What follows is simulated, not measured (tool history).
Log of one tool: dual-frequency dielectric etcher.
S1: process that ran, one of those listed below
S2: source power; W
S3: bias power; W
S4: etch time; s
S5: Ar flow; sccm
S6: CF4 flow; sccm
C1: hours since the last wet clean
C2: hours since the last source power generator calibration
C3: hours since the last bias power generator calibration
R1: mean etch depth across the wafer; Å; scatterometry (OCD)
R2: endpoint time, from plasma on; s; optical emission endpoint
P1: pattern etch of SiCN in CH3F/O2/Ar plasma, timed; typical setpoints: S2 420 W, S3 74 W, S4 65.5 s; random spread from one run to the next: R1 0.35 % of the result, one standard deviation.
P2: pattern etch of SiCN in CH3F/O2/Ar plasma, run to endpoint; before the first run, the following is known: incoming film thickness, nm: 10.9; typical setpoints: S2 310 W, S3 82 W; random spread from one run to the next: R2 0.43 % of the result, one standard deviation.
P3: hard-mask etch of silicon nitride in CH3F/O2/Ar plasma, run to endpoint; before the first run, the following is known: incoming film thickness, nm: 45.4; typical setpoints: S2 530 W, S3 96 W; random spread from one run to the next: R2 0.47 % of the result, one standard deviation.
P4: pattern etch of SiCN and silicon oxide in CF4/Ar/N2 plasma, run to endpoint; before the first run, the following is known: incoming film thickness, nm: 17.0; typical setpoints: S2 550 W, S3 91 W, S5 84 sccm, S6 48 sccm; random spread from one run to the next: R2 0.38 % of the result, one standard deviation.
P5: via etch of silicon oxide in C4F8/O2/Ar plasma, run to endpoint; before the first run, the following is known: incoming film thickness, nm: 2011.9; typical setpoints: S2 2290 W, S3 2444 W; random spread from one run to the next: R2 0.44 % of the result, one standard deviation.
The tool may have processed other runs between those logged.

run,day,S1,S2,S3,S4,S5,S6,C1,C2,C3,R1,R2
1,0.342,P1,420,74,65.5,,,257.8,989.6,1417.6,255.54,
2,0.571,P1,420,74,65.5,,,263.3,995.1,1423.1,254.58,
3,0.846,P1,420,74,65.5,,,269.9,1001.7,1429.7,254.95,
4,1.071,P1,420,74,87.5,,,275.3,1007.1,1435.1,339.80,
5,1.308,P1,420,58,78.5,,,281.0,1012.8,1440.8,278.86,
6,1.688,P4,550,91,,84,63,290.1,1021.9,1449.9,,15.223
7,1.971,P5,2290,2444,,,,296.9,1028.7,1456.7,,353.210
8,2.179,P4,440,91,,84,48,301.9,1033.7,1461.7,,19.358
9,2.508,P4,550,124,,84,48,309.8,1041.6,1469.6,,14.321
10,2.925,P2,310,58,,,,319.8,1051.6,1479.6,,34.940
11,3.246,P1,420,48,65.5,,,327.5,1059.3,1487.3,220.29,
12,3.712,P5,1860,2444,,,,338.7,1070.5,1498.5,,386.940
13,4.146,P3,530,65,,,,349.1,1080.9,1508.9,,60.350
14,4.421,P1,420,74,38.0,,,355.7,1087.5,1515.5,147.11,
15,4.833,P1,420,74,65.5,,,365.6,1097.4,1525.4,254.91,
16,5.308,P3,750,96,,,,377.0,1108.8,1536.8,,46.321
17,5.542,P5,2290,1504,,,,382.6,1114.4,1542.4,,406.650
18,5.883,P1,570,61,65.5,,,390.8,1122.6,1550.6,267.06,
19,6.329,P1,570,92,65.5,,,401.5,1133.3,1561.3,307.99,
20,6.667,P1,420,100,65.5,,,409.6,1141.4,1569.4,283.41,
21,6.962,P1,260,74,65.5,,,416.7,1148.5,1576.5,213.06,
22,7.346,P2,210,82,,,,425.9,1157.7,1585.7,,35.496
23,7.671,P4,550,91,,112,48,433.7,1165.5,1593.5,,16.589
24,8.025,P4,550,91,,84,48,442.2,1174.0,1602.0,,16.022
25,8.433,P4,550,91,,84,48,452.0,1183.8,1611.8,,16.004
26,8.842,P1,420,74,65.5,,,461.8,1193.6,1621.6,254.07,
27,9.312,P3,530,96,,,,473.1,1204.9,1632.9,,52.690
28,9.625,P2,310,82,,,,480.6,1212.4,1640.4,,31.085
29,9.875,P1,500,74,65.5,,,486.6,1218.4,1646.4,271.07,
30,10.321,P1,420,74,65.5,,,497.3,1229.1,1657.1,254.17,
31,10.679,P1,420,74,65.5,,,505.9,1237.7,1665.7,254.65,
32,11.046,P1,420,74,65.5,,,514.7,1246.5,1674.5,251.27,
33,11.462,P1,420,74,65.5,,,524.7,1256.5,1684.5,250.73,
34,11.779,P1,420,74,65.5,,,532.3,1264.1,1692.1,250.51,
# day 12.121: wet clean of the chamber
35,12.158,P1,420,74,65.5,,,1.0,1273.2,1701.2,249.60,
36,12.571,P1,420,74,65.5,,,10.9,1283.1,1711.1,252.05,
37,12.817,P1,420,74,65.5,,,16.8,1289.0,1717.0,249.25,
38,13.221,P1,420,74,65.5,,,26.5,1298.7,1726.7,249.97,
39,13.592,P1,420,74,65.5,,,35.4,1307.6,1735.6,249.87,

P1 has crept away from where it was. The log is fitted equally well by each of these 2 causes, at the sizes shown:
A: bias power that arrives under what is set, % = 4.9
B: source power that arrives under what is set, % = 4.61
At approximately day 10.679, the process output began to creep.
Every other cause this tool's parts could produce, and why it does not fit the log:
chamber walls in a state that lowers the etch rate, %: serviced after onset, at day 12.121, with no recovery of the prior output

You are offered 4 check runs, listed below with question marks in place of their results; each one averages 2 wafers. Which run separates the listed causes by giving clearly different results for each?
check 1,13.962,P5,2290,2444,,,,,,,,?
check 2,13.962,P2,310,82,,,,,,,,?
check 3,13.962,P3,530,96,,,,,,,,?
check 4,13.962,P4,550,91,,84,48,,,,,?

Check results expected under each cause:
check,result,if A,if B
check 1,R2,360.030,361.440
check 2,R2,31.469,31.438
check 3,R2,53.559,53.551
check 4,R2,16.222,16.605
Per-check spread between the two closest causes, in the result where they differ most: check 1 0.39 %; check 2 0.1 %; check 3 0.02 %; check 4 2.33 %
Only check 4 tells the causes apart: in the others they would give nearly the same result.

Check 4 was then run and gave: R2 16.616 s. Which cause is it?

It is B: source power that arrives under what is set, %.

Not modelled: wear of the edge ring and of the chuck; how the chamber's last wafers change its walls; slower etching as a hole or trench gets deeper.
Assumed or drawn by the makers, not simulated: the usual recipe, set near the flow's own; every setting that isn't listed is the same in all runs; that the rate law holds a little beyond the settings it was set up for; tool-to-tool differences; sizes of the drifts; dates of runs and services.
